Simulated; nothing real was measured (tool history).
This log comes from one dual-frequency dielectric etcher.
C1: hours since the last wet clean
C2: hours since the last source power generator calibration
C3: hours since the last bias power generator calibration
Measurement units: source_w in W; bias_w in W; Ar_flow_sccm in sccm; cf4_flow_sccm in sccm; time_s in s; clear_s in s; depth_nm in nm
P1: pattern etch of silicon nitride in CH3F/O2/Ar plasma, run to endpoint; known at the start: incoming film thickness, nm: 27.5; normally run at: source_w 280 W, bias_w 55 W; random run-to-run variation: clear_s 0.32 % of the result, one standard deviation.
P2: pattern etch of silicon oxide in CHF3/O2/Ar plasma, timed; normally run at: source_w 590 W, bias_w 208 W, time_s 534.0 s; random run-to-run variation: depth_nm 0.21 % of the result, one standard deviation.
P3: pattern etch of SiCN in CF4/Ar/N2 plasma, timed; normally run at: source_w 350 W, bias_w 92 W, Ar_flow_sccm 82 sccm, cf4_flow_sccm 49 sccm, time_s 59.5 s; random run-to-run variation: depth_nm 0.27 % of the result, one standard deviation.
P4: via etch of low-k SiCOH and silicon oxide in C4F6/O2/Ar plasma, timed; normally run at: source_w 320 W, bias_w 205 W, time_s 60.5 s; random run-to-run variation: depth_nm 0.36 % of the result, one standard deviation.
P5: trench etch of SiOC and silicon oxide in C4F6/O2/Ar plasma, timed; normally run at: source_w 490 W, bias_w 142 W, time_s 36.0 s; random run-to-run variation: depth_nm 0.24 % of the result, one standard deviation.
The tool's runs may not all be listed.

run 1 day=0.212 | process=P1 source_w=280 bias_w=55 | C1=61.2 C2=442.7 C3=2669.3 | clear_s=48.846
run 2 day=0.354 | process=P3 source_w=350 bias_w=92 Ar_flow_sccm=82 cf4_flow_sccm=39 time_s=59.5 | C1=64.6 C2=446.1 C3=2672.7 | depth_nm=42.162
run 3 day=0.546 | process=P3 source_w=350 bias_w=92 Ar_flow_sccm=82 cf4_flow_sccm=49 time_s=80.5 | C1=69.2 C2=450.7 C3=2677.3 | depth_nm=58.795
run 4 day=0.750 | process=P4 source_w=320 bias_w=205 time_s=60.5 | C1=74.1 C2=455.6 C3=2682.2 | depth_nm=162.780
run 5 day=0.883 | process=P1 source_w=280 bias_w=76 | C1=77.3 C2=458.8 C3=2685.4 | clear_s=43.871
run 6 day=1.012 | process=P1 source_w=360 bias_w=46 | C1=80.4 C2=461.9 C3=2688.5 | clear_s=46.969
run 7 day=1.158 | process=P2 source_w=590 bias_w=208 time_s=772.0 | C1=83.9 C2=465.4 C3=2692.0 | depth_nm=1598.200
run 8 day=1.262 | process=P1 source_w=280 bias_w=55 | C1=86.4 C2=467.9 C3=2694.5 | clear_s=48.934
run 9 day=1.371 | process=P1 source_w=380 bias_w=55 | C1=89.0 C2=470.5 C3=2697.1 | clear_s=43.333
run 10 day=1.592 | process=P1 source_w=280 bias_w=55 | C1=94.3 C2=475.8 C3=2702.4 | clear_s=48.492
run 11 day=1.804 | process=P3 source_w=350 bias_w=54 Ar_flow_sccm=82 cf4_flow_sccm=49 time_s=59.5 | C1=99.4 C2=480.9 C3=2707.5 | depth_nm=36.017
run 12 day=1.904 | process=P3 source_w=350 bias_w=92 Ar_flow_sccm=51 cf4_flow_sccm=49 time_s=59.5 | C1=101.8 C2=483.3 C3=2709.9 | depth_nm=46.412
run 13 day=2.046 | process=P5 source_w=490 bias_w=142 time_s=36.0 | C1=105.2 C2=486.7 C3=2713.3 | depth_nm=73.234
run 14 day=2.229 | process=P5 source_w=490 bias_w=142 time_s=36.0 | C1=109.6 C2=491.1 C3=2717.7 | depth_nm=73.550
run 15 day=2.421 | process=P1 source_w=280 bias_w=55 | C1=114.2 C2=495.7 C3=2722.3 | clear_s=48.638
run 16 day=2.550 | process=P4 source_w=320 bias_w=205 time_s=85.5 | C1=117.3 C2=498.8 C3=2725.4 | depth_nm=229.290
run 17 day=2.683 | process=P2 source_w=590 bias_w=277 time_s=534.0 | C1=120.5 C2=502.0 C3=2728.6 | depth_nm=1219.300
run 18 day=2.875 | process=P2 source_w=360 bias_w=208 time_s=534.0 | C1=125.1 C2=506.6 C3=2733.2 | depth_nm=911.410
run 19 day=3.038 | process=P1 source_w=280 bias_w=39 | C1=129.0 C2=510.5 C3=2737.1 | clear_s=54.326
run 20 day=3.258 | process=P1 source_w=280 bias_w=55 | C1=134.3 C2=515.8 C3=2742.4 | clear_s=48.913
run 21 day=3.438 | process=P3 source_w=350 bias_w=92 Ar_flow_sccm=82 cf4_flow_sccm=49 time_s=59.5 | C1=138.6 C2=520.1 C3=2746.7 | depth_nm=43.581
run 22 day=3.612 | process=P1 source_w=370 bias_w=68 | C1=142.8 C2=524.3 C3=2750.9 | clear_s=40.968
-- day=3.750 wet clean of the chamber
run 23 day=3.754 | process=P1 source_w=280 bias_w=55 | C1=0.2 C2=527.7 C3=2754.3 | clear_s=48.843
run 24 day=3.883 | process=P5 source_w=490 bias_w=142 time_s=51.0 | C1=3.3 C2=530.8 C3=2757.4 | depth_nm=103.950
run 25 day=4.062 | process=P4 source_w=320 bias_w=137 time_s=60.5 | C1=7.6 C2=535.1 C3=2761.7 | depth_nm=142.950
run 26 day=4.271 | process=P2 source_w=590 bias_w=208 time_s=534.0 | C1=12.6 C2=540.1 C3=2766.7 | depth_nm=1100.300
run 27 day=4.450 | process=P4 source_w=190 bias_w=205 time_s=60.5 | C1=16.9 C2=544.4 C3=2771.0 | depth_nm=133.320
run 28 day=4.571 | process=P1 source_w=210 bias_w=55 | C1=19.8 C2=547.3 C3=2773.9 | clear_s=54.354
run 29 day=4.675 | process=P2 source_w=590 bias_w=208 time_s=534.0 | C1=22.3 C2=549.8 C3=2776.4 | depth_nm=1101.100
run 30 day=4.775 | process=P3 source_w=450 bias_w=92 Ar_flow_sccm=82 cf4_flow_sccm=49 time_s=59.5 | C1=24.7 C2=552.2 C3=2778.8 | depth_nm=54.244
run 31 day=4.904 | process=P4 source_w=320 bias_w=205 time_s=60.5 | C1=27.8 C2=555.3 C3=2781.9 | depth_nm=162.270
run 32 day=5.071 | process=P5 source_w=620 bias_w=142 time_s=36.0 | C1=31.8 C2=559.3 C3=2785.9 | depth_nm=80.652
run 33 day=5.171 | process=P3 source_w=350 bias_w=92 Ar_flow_sccm=82 cf4_flow_sccm=49 time_s=59.5 | C1=34.2 C2=561.7 C3=2788.3 | depth_nm=43.447
run 34 day=5.358 | process=P1 source_w=280 bias_w=55 | C1=38.7 C2=566.2 C3=2792.8 | clear_s=48.847
run 35 day=5.467 | process=P5 source_w=490 bias_w=198 time_s=36.0 | C1=41.3 C2=568.8 C3=2795.4 | depth_nm=81.297
run 36 day=5.567 | process=P1 source_w=280 bias_w=55 | C1=43.7 C2=571.2 C3=2797.8 | clear_s=48.795
run 37 day=5.721 | process=P1 source_w=280 bias_w=55 | C1=47.4 C2=574.9 C3=2801.5 | clear_s=48.578
run 38 day=5.921 | process=P1 source_w=280 bias_w=55 | C1=52.2 C2=579.7 C3=2806.3 | clear_s=48.040
run 39 day=6.071 | process=P1 source_w=280 bias_w=55 | C1=55.8 C2=583.3 C3=2809.9 | clear_s=48.181
-- day=6.196 wet clean of the chamber
run 40 day=6.238 | process=P1 source_w=280 bias_w=55 | C1=1.0 C2=587.3 C3=2813.9 | clear_s=47.974
run 41 day=6.438 | process=P1 source_w=280 bias_w=55 | C1=5.8 C2=592.1 C3=2818.7 | clear_s=48.239
run 42 day=6.538 | process=P1 source_w=280 bias_w=55 | C1=8.2 C2=594.5 C3=2821.1 | clear_s=47.972
run 43 day=6.688 | process=P1 source_w=280 bias_w=55 | C1=11.8 C2=598.1 C3=2824.7 | clear_s=48.177

Something has made what P1 gives creep away from where it was; the 2 causes below, each at its own stated size, fit the log equally well:
A: bias power that arrives over what is set, % = 4.98
B: source power that arrives over what is set, % = 4.32
The process output started creeping at around day 5.567.
The rest of the possible causes, and what rules out each one:
chamber walls in a state that raises the etch rate, %: work on it at day 6.196, done after the drift set in, did not restore what the process gave before

The check runs listed below each take one wafer, and their results are still question marks. Under which run would the listed causes lead to clearly different results?
run check 1 day=6.838 | process=P3 source_w=350 bias_w=57 Ar_flow_sccm=82 cf4_flow_sccm=49 time_s=59.5 | depth_nm=?
run check 2 day=6.838 | process=P5 source_w=570 bias_w=142 time_s=48.5 | depth_nm=?
run check 3 day=6.838 | process=P2 source_w=380 bias_w=247 time_s=534.0 | depth_nm=?
run check 4 day=6.838 | process=P4 source_w=320 bias_w=165 time_s=80.5 | depth_nm=?

What each check would give under each cause:
check=check_1 result=depth_nm if_A=37.268 if_B=38.034
check=check_2 result=depth_nm if_A=106.470 if_B=106.750
check=check_3 result=depth_nm if_A=1008.500 if_B=1006.300
check=check_4 result=depth_nm if_A=204.370 if_B=204.590
Gap, in per cent, between the two causes that each check separates least, read from the result that separates them most: check 1 2.03 %; check 2 0.26 %; check 3 0.21 %; check 4 0.11 %
The other checks would show nearly matching results whichever cause is true, so check 1 is the only one that separates the causes.

Running check 1 produced the following: depth_nm 38.010 nm. Which one of the listed causes fits?

It was cause B: source power that arrives over what is set, %.

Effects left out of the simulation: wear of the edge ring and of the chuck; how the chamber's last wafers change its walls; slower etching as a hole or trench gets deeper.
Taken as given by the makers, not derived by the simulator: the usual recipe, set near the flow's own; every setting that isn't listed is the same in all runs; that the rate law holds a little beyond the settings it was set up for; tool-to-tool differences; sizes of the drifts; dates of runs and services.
